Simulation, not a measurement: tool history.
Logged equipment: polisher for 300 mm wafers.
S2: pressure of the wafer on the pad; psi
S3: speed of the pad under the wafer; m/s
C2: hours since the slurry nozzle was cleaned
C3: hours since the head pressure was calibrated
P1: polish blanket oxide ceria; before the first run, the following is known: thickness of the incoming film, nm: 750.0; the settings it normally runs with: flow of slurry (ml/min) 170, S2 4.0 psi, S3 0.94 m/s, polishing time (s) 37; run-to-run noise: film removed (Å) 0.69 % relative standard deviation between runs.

run 1 hour=7.0 | flow_of_slurry_(ml/min)=170 S2=4.0 S3=0.94 polishing_time_(s)=37 | wafers_polished_on_this_pad=224 C2=524.2 C3=1001.3 | film_removed_(Å)=1710.90
run 2 hour=19.2 | flow_of_slurry_(ml/min)=170 S2=4.0 S3=0.94 polishing_time_(s)=37 | wafers_polished_on_this_pad=403 C2=536.4 C3=1013.5 | film_removed_(Å)=1709.10
run 3 hour=26.0 | flow_of_slurry_(ml/min)=100 S2=4.0 S3=0.94 polishing_time_(s)=37 | wafers_polished_on_this_pad=503 C2=543.2 C3=1020.3 | film_removed_(Å)=1539.00
run 4 hour=38.0 | flow_of_slurry_(ml/min)=170 S2=4.0 S3=0.54 polishing_time_(s)=37 | wafers_polished_on_this_pad=680 C2=555.2 C3=1032.3 | film_removed_(Å)=984.02
run 5 hour=43.6 | flow_of_slurry_(ml/min)=170 S2=4.0 S3=1.40 polishing_time_(s)=37 | wafers_polished_on_this_pad=762 C2=560.8 C3=1037.9 | film_removed_(Å)=2547.70
run 6 hour=52.9 | flow_of_slurry_(ml/min)=170 S2=4.0 S3=0.94 polishing_time_(s)=37 | wafers_polished_on_this_pad=899 C2=570.1 C3=1047.2 | film_removed_(Å)=1695.00
run 7 hour=64.5 | flow_of_slurry_(ml/min)=240 S2=4.0 S3=0.94 polishing_time_(s)=37 | wafers_polished_on_this_pad=1069 C2=581.7 C3=1058.8 | film_removed_(Å)=1783.10
run 8 hour=76.3 | flow_of_slurry_(ml/min)=170 S2=4.0 S3=0.94 polishing_time_(s)=17 | wafers_polished_on_this_pad=1242 C2=593.5 C3=1070.6 | film_removed_(Å)=778.71
-- hour=81.8 head pressure recalibrated
run 9 hour=88.4 | flow_of_slurry_(ml/min)=170 S2=4.0 S3=0.94 polishing_time_(s)=58 | wafers_polished_on_this_pad=1420 C2=605.6 C3=6.7 | film_removed_(Å)=2688.60
run 10 hour=97.3 | flow_of_slurry_(ml/min)=250 S2=4.0 S3=0.94 polishing_time_(s)=56 | wafers_polished_on_this_pad=1551 C2=614.5 C3=15.6 | film_removed_(Å)=2670.60
run 11 hour=107.5 | flow_of_slurry_(ml/min)=170 S2=2.2 S3=0.94 polishing_time_(s)=37 | wafers_polished_on_this_pad=1701 C2=624.7 C3=25.8 | film_removed_(Å)=933.95
run 12 hour=116.9 | flow_of_slurry_(ml/min)=170 S2=5.9 S3=0.94 polishing_time_(s)=37 | wafers_polished_on_this_pad=1839 C2=634.1 C3=35.2 | film_removed_(Å)=2536.50
run 13 hour=128.7 | flow_of_slurry_(ml/min)=170 S2=4.0 S3=0.94 polishing_time_(s)=37 | wafers_polished_on_this_pad=2012 C2=645.9 C3=47.0 | film_removed_(Å)=1692.00
run 14 hour=138.3 | flow_of_slurry_(ml/min)=215 S2=5.2 S3=0.94 polishing_time_(s)=37 | wafers_polished_on_this_pad=2153 C2=655.5 C3=56.6 | film_removed_(Å)=2280.70
run 15 hour=146.9 | flow_of_slurry_(ml/min)=170 S2=4.0 S3=0.94 polishing_time_(s)=37 | wafers_polished_on_this_pad=2280 C2=664.1 C3=65.2 | film_removed_(Å)=1704.10
run 16 hour=158.8 | flow_of_slurry_(ml/min)=170 S2=4.0 S3=0.94 polishing_time_(s)=37 | wafers_polished_on_this_pad=2455 C2=676.0 C3=77.1 | film_removed_(Å)=1637.00

Predict the results of run 17:
run 17 hour=164.2 | flow_of_slurry_(ml/min)=170 S2=4.0 S3=0.94 polishing_time_(s)=37 | wafers_polished_on_this_pad=2534 C2=681.4 C3=82.5 | film_removed_(Å)=?

{"run 17": {"film removed (Å)": 1594.3}}
